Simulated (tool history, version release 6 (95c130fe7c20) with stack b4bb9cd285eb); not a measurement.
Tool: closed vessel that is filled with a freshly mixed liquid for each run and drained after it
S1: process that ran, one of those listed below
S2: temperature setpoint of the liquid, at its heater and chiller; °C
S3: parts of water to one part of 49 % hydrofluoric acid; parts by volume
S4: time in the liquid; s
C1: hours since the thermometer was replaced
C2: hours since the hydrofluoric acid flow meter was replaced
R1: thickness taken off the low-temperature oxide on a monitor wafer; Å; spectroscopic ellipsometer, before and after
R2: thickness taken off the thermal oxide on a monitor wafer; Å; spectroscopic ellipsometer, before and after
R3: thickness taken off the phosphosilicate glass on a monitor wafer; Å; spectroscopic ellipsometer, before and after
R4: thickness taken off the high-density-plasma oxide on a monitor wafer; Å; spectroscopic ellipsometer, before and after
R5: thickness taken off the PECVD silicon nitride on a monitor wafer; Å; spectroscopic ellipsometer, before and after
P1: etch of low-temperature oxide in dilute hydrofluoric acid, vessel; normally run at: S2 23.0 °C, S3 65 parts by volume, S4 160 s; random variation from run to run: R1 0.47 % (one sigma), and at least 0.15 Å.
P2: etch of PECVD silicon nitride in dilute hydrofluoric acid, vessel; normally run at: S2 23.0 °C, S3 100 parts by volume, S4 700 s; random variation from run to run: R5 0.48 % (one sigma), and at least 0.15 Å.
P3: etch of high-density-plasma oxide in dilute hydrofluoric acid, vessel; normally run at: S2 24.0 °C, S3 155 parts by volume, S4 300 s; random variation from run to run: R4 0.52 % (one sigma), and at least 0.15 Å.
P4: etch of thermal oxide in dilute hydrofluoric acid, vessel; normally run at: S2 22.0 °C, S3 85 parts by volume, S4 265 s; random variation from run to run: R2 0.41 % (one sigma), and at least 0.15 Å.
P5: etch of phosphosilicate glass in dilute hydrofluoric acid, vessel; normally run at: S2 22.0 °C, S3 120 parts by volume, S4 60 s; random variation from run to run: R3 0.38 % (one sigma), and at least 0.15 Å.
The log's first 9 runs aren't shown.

run   hour  S1    S2   S3   S4     C1     C2       R1       R2  R3       R4      R5
 10  138.1  P1  23.0  100  160  599.0  509.3  295.130
 11  148.5  P1  23.0   65  160  609.4  519.7  472.210
 12  160.7  P4  22.0   35  265  621.6  531.9           371.000
 13  177.9  P3  24.0  155  170  638.8  549.1                         70.325
 14  191.7  P1  23.0   65  160  652.6  562.9  476.440
 15  204.9  P3  24.0  155  300  665.8  576.1                        123.650
 16  216.3  P1  23.0   65  315  677.2  587.5  934.870
 17  232.6  P3  24.0  220  300  693.5  603.8                         80.462
 18  247.5  P1  23.0   65   30  708.4  618.7   89.582
 19  265.4  P2  23.0  100  700  726.3  636.6                                 204.34

Forecast run 20:
 20  279.9  P2  28.5  100  700  740.8  651.1                   ?

Run 20 gave R5 293.29 Å.

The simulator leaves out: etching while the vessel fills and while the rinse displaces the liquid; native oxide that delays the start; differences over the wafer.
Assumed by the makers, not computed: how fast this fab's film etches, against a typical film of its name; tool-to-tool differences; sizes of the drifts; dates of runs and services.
